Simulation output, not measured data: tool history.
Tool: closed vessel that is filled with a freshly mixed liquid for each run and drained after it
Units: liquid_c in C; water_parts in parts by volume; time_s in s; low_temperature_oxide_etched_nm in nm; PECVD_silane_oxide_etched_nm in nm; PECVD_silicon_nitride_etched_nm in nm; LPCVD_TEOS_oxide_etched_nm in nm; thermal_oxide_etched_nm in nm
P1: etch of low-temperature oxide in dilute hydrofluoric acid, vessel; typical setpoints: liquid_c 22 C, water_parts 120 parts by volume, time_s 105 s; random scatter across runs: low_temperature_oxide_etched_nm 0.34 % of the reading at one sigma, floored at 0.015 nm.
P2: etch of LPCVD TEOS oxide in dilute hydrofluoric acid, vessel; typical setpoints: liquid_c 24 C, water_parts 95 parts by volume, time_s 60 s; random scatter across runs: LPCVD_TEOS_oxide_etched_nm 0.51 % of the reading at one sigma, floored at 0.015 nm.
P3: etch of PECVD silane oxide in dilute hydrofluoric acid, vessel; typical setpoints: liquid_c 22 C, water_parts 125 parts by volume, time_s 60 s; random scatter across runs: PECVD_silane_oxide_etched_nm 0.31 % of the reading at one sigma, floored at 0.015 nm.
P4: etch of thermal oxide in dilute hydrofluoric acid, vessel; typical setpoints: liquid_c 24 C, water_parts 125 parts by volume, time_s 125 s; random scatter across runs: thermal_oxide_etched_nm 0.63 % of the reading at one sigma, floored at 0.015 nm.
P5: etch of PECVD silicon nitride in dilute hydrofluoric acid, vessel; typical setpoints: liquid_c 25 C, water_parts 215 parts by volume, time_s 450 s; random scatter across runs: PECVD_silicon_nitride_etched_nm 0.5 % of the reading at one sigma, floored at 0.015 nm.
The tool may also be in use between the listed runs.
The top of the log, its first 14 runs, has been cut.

run,hour,process,liquid_c,water_parts,time_s,hours since the thermometer was replaced,hours since the hydrofluoric acid flow meter was replaced,low_temperature_oxide_etched_nm,PECVD_silane_oxide_etched_nm,PECVD_silicon_nitride_etched_nm,LPCVD_TEOS_oxide_etched_nm,thermal_oxide_etched_nm
15,55.3,P1,22,120,160,17.8,1011.8,13.115,,,,
16,60.3,P1,22,120,105,22.8,1016.8,8.5962,,,,
# hour 61.1: hydrofluoric acid flow meter replaced
17,63.6,P1,26,120,105,26.1,2.5,10.062,,,,
18,65.9,P5,30,215,450,28.4,4.8,,,14.027,,
19,69.6,P2,24,95,60,32.1,8.5,,,,19.311,
20,74.2,P2,24,95,60,36.7,13.1,,,,19.352,
21,78,P4,24,125,125,40.5,16.9,,,,,4.6691
22,81,P3,29.5,125,60,43.5,19.9,,28.361,,,

Run 23 has not been measured yet. What should we expect?
23,83.7,P2,24,95,30,46.2,22.6,,,,?,

{"run 23": {"LPCVD_TEOS_oxide_etched_nm": 9.708}}
